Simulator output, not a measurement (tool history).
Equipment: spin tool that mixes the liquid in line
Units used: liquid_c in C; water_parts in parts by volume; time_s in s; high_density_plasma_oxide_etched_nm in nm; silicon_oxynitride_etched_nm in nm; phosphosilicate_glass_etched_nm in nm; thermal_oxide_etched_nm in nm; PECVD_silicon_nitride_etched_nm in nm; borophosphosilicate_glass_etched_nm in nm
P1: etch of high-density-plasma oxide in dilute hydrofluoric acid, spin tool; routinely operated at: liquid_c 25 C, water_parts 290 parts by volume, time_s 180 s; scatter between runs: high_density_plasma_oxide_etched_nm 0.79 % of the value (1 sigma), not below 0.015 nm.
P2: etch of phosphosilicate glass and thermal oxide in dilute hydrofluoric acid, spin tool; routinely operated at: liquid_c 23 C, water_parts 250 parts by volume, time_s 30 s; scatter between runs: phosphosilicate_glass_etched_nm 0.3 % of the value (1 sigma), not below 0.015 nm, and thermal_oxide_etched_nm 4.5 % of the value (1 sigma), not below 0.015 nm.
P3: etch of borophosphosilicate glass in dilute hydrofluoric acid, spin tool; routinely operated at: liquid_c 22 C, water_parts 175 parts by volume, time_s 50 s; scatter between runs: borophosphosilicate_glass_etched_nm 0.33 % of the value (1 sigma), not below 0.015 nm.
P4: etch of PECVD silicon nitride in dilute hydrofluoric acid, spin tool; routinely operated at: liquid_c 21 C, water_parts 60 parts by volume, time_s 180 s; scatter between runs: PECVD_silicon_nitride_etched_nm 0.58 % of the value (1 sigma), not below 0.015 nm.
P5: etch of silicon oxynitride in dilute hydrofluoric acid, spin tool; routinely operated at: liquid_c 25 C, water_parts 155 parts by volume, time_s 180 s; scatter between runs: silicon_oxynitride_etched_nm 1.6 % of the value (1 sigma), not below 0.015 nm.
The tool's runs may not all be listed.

run   hour  process  liquid_c  water_parts  time_s  hours since the thermometer was replaced  hours since the hydrofluoric acid flow meter was replaced  high_density_plasma_oxide_etched_nm  silicon_oxynitride_etched_nm  phosphosilicate_glass_etched_nm  thermal_oxide_etched_nm  PECVD_silicon_nitride_etched_nm  borophosphosilicate_glass_etched_nm
  1   15.2       P1        25          290     180                                     270.5                                                      762.9                               3.2226
  2   23.1       P5        25          155     180                                     278.4                                                      770.8                                                             1.6883
  3   33.7       P2        23          115      30                                       289                                                      781.4                                                                                                25.7                   1.1867
  4   47.6       P4        21           60     180                                     302.9                                                      795.3                                                                                                                                                        11.007
  5   62.6       P1        25          290     180                                     317.9                                                      810.3                               3.1847
  6   74.9       P3        29          175      50                                     330.2                                                      822.6                                                                                                                                                                                             20.104
  7   85.5       P1        25          290     180                                     340.8                                                      833.2                               3.1917
  8  101.1       P1        25          415      55                                     356.4                                                      848.8                              0.62123
  9  109.7       P1        25          400     180                                       365                                                      857.4                               2.1299
 10  119.6       P1        25          290     180                                     374.9                                                      867.3                               3.1956
 11  127.1       P4        21           60     355                                     382.4                                                      874.8                                                                                                                                                        21.724
 12    143       P4        17           60     180                                     398.3                                                      890.7                                                                                                                                                        8.3705
 13  152.4       P3        22          175      75                                     407.7                                                      900.1                                                                                                                                                                                             23.155
 14    161       P1        25           95     180                                     416.3                                                      908.7                               12.251
 15  172.4       P5        25          155     180                                     427.7                                                      920.1                                                             1.7211
 16  180.8       P1        31          290     180                                     436.1                                                      928.5                               3.9323
 17  189.3       P2        23          250      60                                     444.6                                                        937                                                                                              20.405                  0.85855
 18  203.5       P1        25          290     180                                     458.8                                                      951.2                               3.2304
 19  212.8       P3        22          100      50                                     468.1                                                      960.5                                                                                                                                                                                             29.561
 20  225.2       P3        22          175      50                                     480.5                                                      972.9                                                                                                                                                                                             15.456
 21  233.4       P5        25          280     180                                     488.7                                                      981.1                                                            0.80449
 22    247       P1      20.5          290     180                                     502.3                                                      994.7                               2.7514
 23  256.9       P1        25          290     180                                     512.2                                                     1004.6                               3.2634
 24  266.6       P5        25          155     100                                     521.9                                                     1014.3                                                            0.92878
 25  278.2       P1        25          290     340                                     533.5                                                     1025.9                               6.0936
 26  289.4       P2        23          250      30                                     544.7                                                     1037.1                                                                                              10.259                  0.43621
 27  296.8       P4        21           30     180                                     552.1                                                     1044.5                                                                                                                                                        21.527
 28  305.8       P1        17           85     180                                     561.1                                                     1053.5                               9.9474
 29  313.4       P1        25          290      85                                     568.7                                                     1061.1                               1.5054
 30  328.2       P5      18.5          155     180                                     583.5                                                     1075.9                                                             1.1982
 31  343.3       P4        21           60     180                                     598.6                                                       1091                                                                                                                                                        10.973
 32  359.8       P2        17          250      30                                     615.1                                                     1107.5                                                                                              8.1197                  0.35018
 33  373.2       P1        25          290     180                                     628.5                                                     1120.9                               3.2163
 34    386       P1        25          290     180                                     641.3                                                     1133.7                                 3.34
 35  398.1       P1        25          290     180                                     653.4                                                     1145.8                               3.3698
 36  413.3       P1        25          290     180                                     668.6                                                       1161                               3.3763
 37  421.9       P1        25          290     180                                     677.2                                                     1169.6                               3.4195
 38  434.8       P1        25          290     180                                     690.1                                                     1182.5                               3.4758
 39  450.7       P1        25          290     180                                       706                                                     1198.4                               3.4324
 40  463.7       P1        25          290     180                                       719                                                     1211.4                               3.4724
 41  480.2       P1        25          290     180                                     735.5                                                     1227.9                               3.4678
 42    494       P1        25          290     180                                     749.3                                                     1241.7                                3.512

What P1 gives has crept off from where it sat before. The 2 causes that follow fit the log equally well, each at the size noted:
A: liquid hotter than its thermometer reads (K) = 2.14
B: hydrofluoric acid flow above the setpoint (%) = 5.83
The creep began at about hour 373.2.

4 check runs are offered, one wafer each, their results left as question marks. Which one tells the causes apart?
check 1  507.8       P5        25          255     180                                                                                                                                                                       ?
check 2  507.8       P3        28          175      50                                                                                                                                                                                                                                                                                                       ?
check 3  507.8       P4        17           60     300                                                                                                                                                                                                                                                                  ?
check 4  507.8       P2        23          250      55                                                                                                                                                                                                        ?                        ?

Outcome of each check run for each possible cause:
  check                               result     if A     if B
check 1         silicon_oxynitride_etched_nm    1.036   1.0119
check 2  borophosphosilicate_glass_etched_nm   20.929   20.767
check 3      PECVD_silicon_nitride_etched_nm    16.07    14.61
check 4      phosphosilicate_glass_etched_nm   20.268   20.146
check 4              thermal_oxide_etched_nm  0.89044  0.88506
Gap, in per cent, between the two causes that each check separates least, read from the result that separates them most: check 1 2.36 %; check 2 0.78 %; check 3 9.52 %; check 4 0.61 %
Of the check runs offered, only check 3 discriminates between the causes; the rest would read about the same regardless of which cause applies.

Then check 3 was run and gave: PECVD_silicon_nitride_etched_nm 14.631 nm. Which cause is it?

The correct cause is B, namely: hydrofluoric acid flow above the setpoint (%).

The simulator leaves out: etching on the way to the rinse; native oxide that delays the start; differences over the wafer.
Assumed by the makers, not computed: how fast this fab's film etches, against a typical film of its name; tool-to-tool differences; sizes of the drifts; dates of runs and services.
